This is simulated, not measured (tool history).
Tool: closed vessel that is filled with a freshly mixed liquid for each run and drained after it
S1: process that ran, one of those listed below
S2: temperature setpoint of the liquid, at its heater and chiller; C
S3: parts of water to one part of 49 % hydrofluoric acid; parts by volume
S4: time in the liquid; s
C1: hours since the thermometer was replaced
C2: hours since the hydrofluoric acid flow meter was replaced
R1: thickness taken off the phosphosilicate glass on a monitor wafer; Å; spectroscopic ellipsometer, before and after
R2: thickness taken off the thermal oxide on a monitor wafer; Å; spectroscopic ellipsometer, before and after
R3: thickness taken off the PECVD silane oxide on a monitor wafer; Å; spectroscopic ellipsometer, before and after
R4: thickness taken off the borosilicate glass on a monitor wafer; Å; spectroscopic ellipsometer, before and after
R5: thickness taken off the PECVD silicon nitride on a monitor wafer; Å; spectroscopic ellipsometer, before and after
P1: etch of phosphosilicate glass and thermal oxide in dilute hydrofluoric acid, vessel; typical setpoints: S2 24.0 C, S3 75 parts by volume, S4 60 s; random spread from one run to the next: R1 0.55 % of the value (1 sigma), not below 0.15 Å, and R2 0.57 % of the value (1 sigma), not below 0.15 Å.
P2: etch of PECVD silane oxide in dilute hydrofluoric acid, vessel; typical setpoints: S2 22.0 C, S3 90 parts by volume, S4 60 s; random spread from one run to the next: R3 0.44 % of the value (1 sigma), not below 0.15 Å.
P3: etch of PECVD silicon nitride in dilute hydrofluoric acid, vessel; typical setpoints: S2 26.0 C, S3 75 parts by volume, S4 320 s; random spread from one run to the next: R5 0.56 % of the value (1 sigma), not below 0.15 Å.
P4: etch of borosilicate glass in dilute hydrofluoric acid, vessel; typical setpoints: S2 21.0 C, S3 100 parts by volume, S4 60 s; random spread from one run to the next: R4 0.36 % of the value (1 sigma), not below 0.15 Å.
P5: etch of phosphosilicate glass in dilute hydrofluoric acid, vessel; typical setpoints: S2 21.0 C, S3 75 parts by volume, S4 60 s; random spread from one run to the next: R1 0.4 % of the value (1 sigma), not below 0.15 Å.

| run | hour | S1 | S2 | S3 | S4 | C1 | C2 | R1 | R2 | R3 | R4 | R5 |
|---|---|---|---|---|---|---|---|---|---|---|---|---|
| 1 | 11.5 | P1 | 24.0 | 75 | 60 | 405.0 | 181.1 | 1005.70 | 40.387 |  |  |  |
| 2 | 22.3 | P5 | 25.0 | 75 | 60 | 415.8 | 191.9 | 1719.60 |  |  |  |  |
| 3 | 32.6 | P1 | 24.0 | 115 | 60 | 426.1 | 202.2 | 616.81 | 24.606 |  |  |  |
| 4 | 39.6 | P1 | 24.0 | 45 | 60 | 433.1 | 209.2 | 1734.10 | 69.133 |  |  |  |
| 5 | 49.6 | P2 | 22.0 | 90 | 60 | 443.1 | 219.2 |  |  | 237.51 |  |  |
| 6 | 60.0 | P4 | 21.0 | 100 | 30 | 453.5 | 229.6 |  |  |  | 93.026 |  |
| 7 | 66.6 | P1 | 24.0 | 75 | 60 | 460.1 | 236.2 | 999.76 | 40.153 |  |  |  |
| 8 | 76.6 | P1 | 30.0 | 75 | 60 | 470.1 | 246.2 | 1269.30 | 51.020 |  |  |  |
| 9 | 86.6 | P4 | 21.0 | 160 | 60 | 480.1 | 256.2 |  |  |  | 109.170 |  |
| 10 | 92.4 | P3 | 26.0 | 75 | 60 | 485.9 | 262.0 |  |  |  |  | 37.073 |
| 11 | 99.6 | P1 | 24.0 | 75 | 60 | 493.1 | 269.2 | 1004.30 | 40.000 |  |  |  |
| 12 | 109.1 | P5 | 21.0 | 40 | 60 | 502.6 | 278.7 | 2867.40 |  |  |  |  |
| 13 | 114.4 | P1 | 19.5 | 30 | 60 | 507.9 | 284.0 | 2181.20 | 88.593 |  |  |  |
| 14 | 119.8 | P4 | 29.5 | 100 | 60 | 513.3 | 289.4 |  |  |  | 258.430 |  |
| 15 | 125.6 | P3 | 34.0 | 75 | 320 | 519.1 | 295.2 |  |  |  |  | 328.750 |
| 16 | 133.7 | P3 | 26.0 | 75 | 320 | 527.2 | 303.3 |  |  |  |  | 196.440 |
| 17 | 141.6 | P1 | 24.0 | 75 | 110 | 535.1 | 311.2 | 1839.90 | 73.365 |  |  |  |
| 18 | 153.0 | P1 | 17.0 | 75 | 60 | 546.5 | 322.6 | 743.36 | 30.194 |  |  |  |
| 19 | 164.3 | P5 | 21.0 | 75 | 60 | 557.8 | 333.9 | 1464.10 |  |  |  |  |
| 20 | 169.8 | P1 | 24.0 | 75 | 60 | 563.3 | 339.4 | 1000.00 | 39.740 |  |  |  |
| 21 | 180.2 | P5 | 21.0 | 75 | 30 | 573.7 | 349.8 | 737.69 |  |  |  |  |
| 22 | 191.5 | P3 | 26.0 | 20 | 320 | 585.0 | 361.1 |  |  |  |  | 710.990 |
| 23 | 197.1 | P2 | 22.0 | 90 | 30 | 590.6 | 366.7 |  |  | 118.87 |  |  |
| 24 | 206.7 | P2 | 22.0 | 20 | 60 | 600.2 | 376.3 |  |  | 1165.40 |  |  |
| 25 | 213.7 | P4 | 21.0 | 100 | 60 | 607.2 | 383.3 |  |  |  | 186.820 |  |
| 26 | 223.9 | P2 | 28.0 | 90 | 60 | 617.4 | 393.5 |  |  | 300.99 |  |  |
| 27 | 232.1 | P1 | 24.0 | 75 | 30 | 625.6 | 401.7 | 504.12 | 20.057 |  |  |  |
| 28 | 240.0 | P4 | 21.0 | 100 | 60 | 633.5 | 409.6 |  |  |  | 187.000 |  |
| 29 | 251.7 | P3 | 26.0 | 75 | 320 | 645.2 | 421.3 |  |  |  |  | 197.720 |
| 30 | 257.9 | P1 | 24.0 | 75 | 60 | 651.4 | 427.5 | 1000.20 | 40.096 |  |  |  |
| 31 | 268.0 | P1 | 24.0 | 75 | 60 | 661.5 | 437.6 | 1035.50 | 41.916 |  |  |  |
| 32 | 279.0 | P1 | 24.0 | 75 | 60 | 672.5 | 448.6 | 1054.60 | 42.516 |  |  |  |
| 33 | 288.2 | P1 | 24.0 | 75 | 60 | 681.7 | 457.8 | 1073.90 | 42.628 |  |  |  |
| 34 | 294.1 | P1 | 24.0 | 75 | 60 | 687.6 | 463.7 | 1071.20 | 42.885 |  |  |  |
| 35 | 303.8 | P1 | 24.0 | 75 | 60 | 697.3 | 473.4 | 1086.40 | 43.412 |  |  |  |
| 36 | 309.1 | P1 | 24.0 | 75 | 60 | 702.6 | 478.7 | 1085.00 | 43.680 |  |  |  |
| 37 | 315.2 | P1 | 24.0 | 75 | 60 | 708.7 | 484.8 | 1079.30 | 43.351 |  |  |  |

What will run 38 give?
| 38 | 321.4 | P1 | 24.0 | 75 | 60 | 714.9 | 491.0 | ? | ? |  |  |  |

R1: 1084.70 Å
R2: 43.501 Å

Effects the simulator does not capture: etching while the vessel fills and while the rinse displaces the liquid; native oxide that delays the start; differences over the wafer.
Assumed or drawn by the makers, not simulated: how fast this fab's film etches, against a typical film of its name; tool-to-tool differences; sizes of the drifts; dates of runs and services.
